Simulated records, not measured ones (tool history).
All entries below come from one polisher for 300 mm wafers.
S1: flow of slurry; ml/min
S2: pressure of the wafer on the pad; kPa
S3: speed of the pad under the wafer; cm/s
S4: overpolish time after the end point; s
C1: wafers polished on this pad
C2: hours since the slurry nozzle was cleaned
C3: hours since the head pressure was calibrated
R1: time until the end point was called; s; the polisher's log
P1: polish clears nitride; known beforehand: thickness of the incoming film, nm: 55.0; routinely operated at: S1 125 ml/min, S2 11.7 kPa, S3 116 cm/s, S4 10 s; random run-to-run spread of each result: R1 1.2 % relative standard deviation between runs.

run    day   S1    S2   S3  S4    C1     C2     C3      R1
  1   0.65  125  11.7  116  10   560   70.2  129.2  102.99
  2    1.2  125  11.7  180  10   685   83.4  142.4  65.742
  3  1.688  175  16.5  116  10   796   95.1  154.1  67.964
  4  2.212  125  11.7   82  10   916  107.7  166.7   144.7
  5  2.583  195  11.7  116  10  1001  116.6  175.6  97.265
  6   2.95  125  11.7  116  19  1084  125.4  184.4  103.05
  7  3.392  125   6.9  116  10  1185    136    195  176.27
  8  4.071  125  15.9  116  10  1340  152.3  211.3   75.97
  9  4.488   75  11.7  116  10  1435  162.3  221.3  116.67
 10  5.121  125  11.7  116  10  1579  177.5  236.5   104.6
 11  5.771  125  11.7  116  10  1727  193.1  252.1  100.01
 12  6.317  125  11.7  116  10  1852  206.2  265.2  104.23
 13  6.988  125  11.7  116   4  2005  222.3  281.3  102.41
 14  7.538  125  11.7  116  10  2130  235.5  294.5  100.98
 15  8.196  125  11.7  116  10  2280  251.3  310.3  104.77
 16  8.767  125  11.7  116  10  2411    265    324   108.5

Expected results for the next run?
 17  9.179  125  11.7  116  10  2505  274.9  333.9   ?

R1: 109.84 s
